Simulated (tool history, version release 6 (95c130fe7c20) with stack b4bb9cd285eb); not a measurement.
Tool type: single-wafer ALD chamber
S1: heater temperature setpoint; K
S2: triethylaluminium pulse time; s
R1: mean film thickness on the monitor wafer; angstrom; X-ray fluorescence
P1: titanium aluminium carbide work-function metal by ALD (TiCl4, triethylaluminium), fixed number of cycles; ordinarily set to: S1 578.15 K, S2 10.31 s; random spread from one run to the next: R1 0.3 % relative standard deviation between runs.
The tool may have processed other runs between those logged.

{"run": 1, "hour": 4.5, "S1": 578.15, "S2": 10.31, "R1": 20.95}
{"run": 2, "hour": 8.5, "S1": 578.15, "S2": 10.31, "R1": 21.065}
{"run": 3, "hour": 15.8, "S1": 578.15, "S2": 4.35, "R1": 16.691}
{"run": 4, "hour": 20.7, "S1": 578.15, "S2": 10.31, "R1": 20.96}
{"run": 5, "hour": 24.5, "S1": 578.15, "S2": 10.31, "R1": 20.958}
{"run": 6, "hour": 29.3, "S1": 578.15, "S2": 10.31, "R1": 20.877}
{"run": 7, "hour": 34.8, "S1": 603.15, "S2": 10.31, "R1": 23.226}
{"run": 8, "hour": 38.6, "S1": 555.15, "S2": 10.31, "R1": 18.807}
{"run": 9, "hour": 46.1, "S1": 578.15, "S2": 10.31, "R1": 20.916}
{"hour": 49.8, "done": "thermocouple changed; heater temperature recalibrated"}
{"run": 10, "hour": 52.3, "S1": 595.15, "S2": 13.21, "R1": 22.77}
{"hour": 57.8, "done": "triethylaluminium bottle replaced"}
{"run": 11, "hour": 58.9, "S1": 588.15, "S2": 6.18, "R1": 19.752}
{"run": 12, "hour": 66.4, "S1": 566.15, "S2": 5.09, "R1": 16.853}
{"run": 13, "hour": 74.0, "S1": 578.15, "S2": 15.2, "R1": 21.387}
{"run": 14, "hour": 80.9, "S1": 578.15, "S2": 10.31, "R1": 20.953}
{"run": 15, "hour": 85.9, "S1": 578.15, "S2": 10.31, "R1": 20.984}
{"run": 16, "hour": 91.7, "S1": 578.15, "S2": 10.31, "R1": 20.814}
{"run": 17, "hour": 96.2, "S1": 578.15, "S2": 10.31, "R1": 20.699}
{"run": 18, "hour": 101.0, "S1": 578.15, "S2": 10.31, "R1": 20.63}
{"run": 19, "hour": 105.0, "S1": 578.15, "S2": 10.31, "R1": 20.534}
{"run": 20, "hour": 109.1, "S1": 578.15, "S2": 10.31, "R1": 20.546}
{"run": 21, "hour": 113.2, "S1": 578.15, "S2": 10.31, "R1": 20.594}
{"run": 22, "hour": 118.5, "S1": 578.15, "S2": 10.31, "R1": 20.4}
{"run": 23, "hour": 123.3, "S1": 578.15, "S2": 10.31, "R1": 20.382}
{"run": 24, "hour": 126.7, "S1": 578.15, "S2": 10.31, "R1": 20.499}
{"run": 25, "hour": 132.0, "S1": 578.15, "S2": 10.31, "R1": 20.501}

What P1 gives has crept off from where it sat before. The 2 causes that follow fit the log equally well, each at the size noted:
A: wafer temperature below the value expected at the setpoint (K) = 4.71
B: triethylaluminium dose below that of a fresh bottle (%) = 14.6
Creep in the process output first set in at about hour 85.9.

Question marks stand in for the results of the 4 check runs listed below, each run on one wafer. Under which run would the listed causes show clearly different results?
{"run": "check 1", "hour": 137.3, "S1": 588.15, "S2": 4.37, "R1": "?"}
{"run": "check 2", "hour": 137.3, "S1": 602.15, "S2": 10.31, "R1": "?"}
{"run": "check 3", "hour": 137.3, "S1": 589.15, "S2": 10.31, "R1": "?"}
{"run": "check 4", "hour": 137.3, "S1": 561.15, "S2": 10.31, "R1": "?"}

How each check would come out, cause by cause:
check=check_1 result=R1 if_A=17.14 if_B=16.254
check=check_2 result=R1 if_A=22.652 if_B=22.617
check=check_3 result=R1 if_A=21.48 if_B=21.465
check=check_4 result=R1 if_A=18.996 if_B=19.021
Distance between the nearest two causes, measured in the result of the check that separates them most: check 1 5.3 %; check 2 0.15 %; check 3 0.07 %; check 4 0.13 %
The causes can be told apart only by check 1. The other checks would give nearly the same results under each of them.

Here is what check 1 returned: R1 16.234 angstrom. Which cause is it?

The correct cause is B, namely: triethylaluminium dose below that of a fresh bottle (%).

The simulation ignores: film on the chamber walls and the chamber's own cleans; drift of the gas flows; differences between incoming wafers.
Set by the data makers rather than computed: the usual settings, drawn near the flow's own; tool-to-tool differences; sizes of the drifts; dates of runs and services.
